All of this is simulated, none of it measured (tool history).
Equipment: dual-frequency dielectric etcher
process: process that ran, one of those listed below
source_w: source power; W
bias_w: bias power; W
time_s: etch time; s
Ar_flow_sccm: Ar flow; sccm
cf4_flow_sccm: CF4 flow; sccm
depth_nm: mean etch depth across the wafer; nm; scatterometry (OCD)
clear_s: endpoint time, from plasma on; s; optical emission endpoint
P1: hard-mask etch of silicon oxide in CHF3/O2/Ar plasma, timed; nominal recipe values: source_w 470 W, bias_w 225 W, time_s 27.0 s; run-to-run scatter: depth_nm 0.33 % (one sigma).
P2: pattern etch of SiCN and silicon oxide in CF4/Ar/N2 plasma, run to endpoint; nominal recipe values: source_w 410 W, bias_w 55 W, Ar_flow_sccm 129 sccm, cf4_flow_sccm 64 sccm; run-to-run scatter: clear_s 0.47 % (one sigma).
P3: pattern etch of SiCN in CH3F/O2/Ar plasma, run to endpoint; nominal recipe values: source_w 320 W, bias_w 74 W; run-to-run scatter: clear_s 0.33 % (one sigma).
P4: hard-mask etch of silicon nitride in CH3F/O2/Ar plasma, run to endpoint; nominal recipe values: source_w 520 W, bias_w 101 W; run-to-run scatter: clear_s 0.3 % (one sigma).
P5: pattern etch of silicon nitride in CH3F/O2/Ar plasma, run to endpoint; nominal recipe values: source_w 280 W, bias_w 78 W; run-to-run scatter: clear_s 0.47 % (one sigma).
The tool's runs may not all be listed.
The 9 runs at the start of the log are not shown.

Run 10, hour 89.2: process P1, source_w 470 W, bias_w 225 W, time_s 27.0 s. Result: depth_nm 52.755 nm.
Run 11, hour 97.5: process P3, source_w 320 W, bias_w 102 W. Result: clear_s 21.229 s.
Run 12, hour 105.6: process P3, source_w 320 W, bias_w 74 W. Result: clear_s 23.982 s.
Run 13, hour 114.0: process P3, source_w 320 W, bias_w 74 W. Result: clear_s 24.062 s.
Run 14, hour 121.6: process P1, source_w 630 W, bias_w 225 W, time_s 27.0 s. Result: depth_nm 59.097 nm.
Run 15, hour 127.5: process P4, source_w 520 W, bias_w 101 W. Result: clear_s 63.373 s.
Run 16, hour 140.0: process P4, source_w 520 W, bias_w 140 W. Result: clear_s 55.889 s.
Run 17, hour 148.1: process P1, source_w 470 W, bias_w 225 W, time_s 27.0 s. Result: depth_nm 52.744 nm.
Run 18, hour 160.5: process P1, source_w 470 W, bias_w 281 W, time_s 21.0 s. Result: depth_nm 44.620 nm.
At hour 171.8: wet clean of the chamber.
Run 19, hour 171.9: process P2, source_w 530 W, bias_w 55 W, Ar_flow_sccm 129 sccm, cf4_flow_sccm 64 sccm. Result: clear_s 12.707 s.
Run 20, hour 183.7: process P1, source_w 660 W, bias_w 225 W, time_s 34.0 s. Result: depth_nm 75.807 nm.

What will run 21 give?
Run 21, hour 193.7: process P5, source_w 280 W, bias_w 78 W. Result: clear_s ?.

clear_s: 71.999 s
